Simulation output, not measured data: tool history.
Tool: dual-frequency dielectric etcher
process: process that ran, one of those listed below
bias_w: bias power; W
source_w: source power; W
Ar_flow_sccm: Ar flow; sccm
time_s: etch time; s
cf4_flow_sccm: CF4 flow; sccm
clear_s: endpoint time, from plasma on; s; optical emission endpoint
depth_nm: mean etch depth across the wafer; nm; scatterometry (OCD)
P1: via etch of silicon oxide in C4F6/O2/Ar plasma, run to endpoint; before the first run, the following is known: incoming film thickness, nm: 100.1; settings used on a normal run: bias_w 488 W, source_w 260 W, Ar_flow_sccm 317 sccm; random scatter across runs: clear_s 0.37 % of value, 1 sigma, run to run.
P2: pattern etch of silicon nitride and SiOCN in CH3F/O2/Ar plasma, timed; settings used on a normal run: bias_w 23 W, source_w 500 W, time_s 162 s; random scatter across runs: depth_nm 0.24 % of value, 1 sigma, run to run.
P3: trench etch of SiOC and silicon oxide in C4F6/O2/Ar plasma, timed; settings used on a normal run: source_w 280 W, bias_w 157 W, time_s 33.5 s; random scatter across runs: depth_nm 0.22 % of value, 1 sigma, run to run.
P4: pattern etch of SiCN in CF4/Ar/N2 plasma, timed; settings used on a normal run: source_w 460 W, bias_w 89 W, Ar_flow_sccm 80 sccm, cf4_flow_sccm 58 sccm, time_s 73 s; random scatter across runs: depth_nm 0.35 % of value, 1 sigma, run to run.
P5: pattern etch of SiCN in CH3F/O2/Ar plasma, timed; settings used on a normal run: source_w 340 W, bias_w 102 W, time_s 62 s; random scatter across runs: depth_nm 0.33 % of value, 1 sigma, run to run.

run   hour  process  bias_w  source_w  Ar_flow_sccm  time_s  cf4_flow_sccm  hours since the last wet clean  hours since the last bias power generator calibration  hours since the last source power generator calibration  hours since the last Ar flow controller change  clear_s  depth_nm
  1   13.6       P1     488       260           317                                                  173.6                                                 3766.8                                                    675.3                                          3399.2    26.96
  2   29.1       P1     298       260           388                                                  189.1                                                 3782.3                                                    690.8                                          3414.7   33.053
  3   39.9       P3     157       280                  48.5                                          199.9                                                 3793.1                                                    701.6                                          3425.5             80.845
  4   51.6       P1     604       260           317                                                  211.6                                                 3804.8                                                    713.3                                          3437.2   24.834
  5   62.9       P1     488       260           317                                                  222.9                                                 3816.1                                                    724.6                                          3448.5   26.834
  6   71.1       P2      23       500                    89                                          231.1                                                 3824.3                                                    732.8                                          3456.7             12.837
  7   84.3       P4      89       460            80      73             58                           244.3                                                 3837.5                                                      746                                          3469.9             69.153
      91.7  -- wet clean of the chamber
  8   95.8       P4      89       460            80      73             34                             4.2                                                   3849                                                    757.5                                          3481.4             63.858
  9  105.1       P2      23       500                   162                                           13.5                                                 3858.3                                                    766.8                                          3490.7             23.235
 10  119.1       P1     488       260           429                                                   27.5                                                 3872.3                                                    780.8                                          3504.7   27.759
 11  129.6       P3     157       360                  33.5                                             38                                                 3882.8                                                    791.3                                          3515.2             61.782
 12    144       P5     102       340                    62                                           52.4                                                 3897.2                                                    805.7                                          3529.6             24.871
 13  154.8       P2      30       500                   162                                           63.2                                                   3908                                                    816.5                                          3540.4              26.25
 14  166.8       P3     198       280                  33.5                                           75.2                                                   3920                                                    828.5                                          3552.4              60.25
 15  178.9       P2      23       500                   162                                           87.3                                                 3932.1                                                    840.6                                          3564.5             23.267
 16  193.9       P1     488       260           317                                                  102.3                                                 3947.1                                                    855.6                                          3579.5   26.903
 17  200.9       P4      89       460            80      73             58                           109.3                                                 3954.1                                                    862.6                                          3586.5             69.626
 18  213.6       P1     488       260           317                                                    122                                                 3966.8                                                    875.3                                          3599.2   27.011
 19    221       P1     488       320           317                                                  129.4                                                 3974.2                                                    882.7                                          3606.6   24.941
 20  229.6       P1     306       260           317                                                    138                                                 3982.8                                                    891.3                                          3615.2    31.91
 21  241.3       P5     134       340                    62                                          149.7                                                 3994.5                                                      903                                          3626.9             27.666
 22  251.6       P3     157       280                  33.5                                            160                                                 4004.8                                                    913.3                                          3637.2              55.72
 23  260.3       P1     488       260           190                                                  168.7                                                 4013.5                                                      922                                          3645.9   25.477
 24  274.3       P1     488       160           317                                                  182.7                                                 4027.5                                                      936                                          3659.9   32.158
 25  281.8       P2      23       670                   162                                          190.2                                                   4035                                                    943.5                                          3667.4             25.745
 26  289.9       P4      89       460            80   106.5             58                           198.3                                                 4043.1                                                    951.6                                          3675.5             100.69
 27  302.8       P5     102       230                    62                                          211.2                                                   4056                                                    964.5                                          3688.4             21.633
 28  317.8       P4      89       620            80      73             58                           226.2                                                   4071                                                    979.5                                          3703.4             89.906
 29  325.6       P4      56       460            80      73             58                             234                                                 4078.8                                                    987.3                                          3711.2             59.093
 30  335.2       P5     102       340                  40.5                                          243.6                                                 4088.4                                                    996.9                                          3720.8             16.387
 31  348.3       P4      89       460            56      73             58                           256.7                                                 4101.5                                                     1010                                          3733.9             72.771
 32  362.1       P1     488       260           317                                                  270.5                                                 4115.3                                                   1023.8                                          3747.7   26.848
 33  370.9       P1     488       260           317                                                  279.3                                                 4124.1                                                   1032.6                                          3756.5   26.981

Run 34 has not been measured yet. What should we expect?
 34  381.3       P1     488       260           317                                                  289.7                                                 4134.5                                                     1043                                          3766.9        ?

{"run 34": {"clear_s": 27.237}}
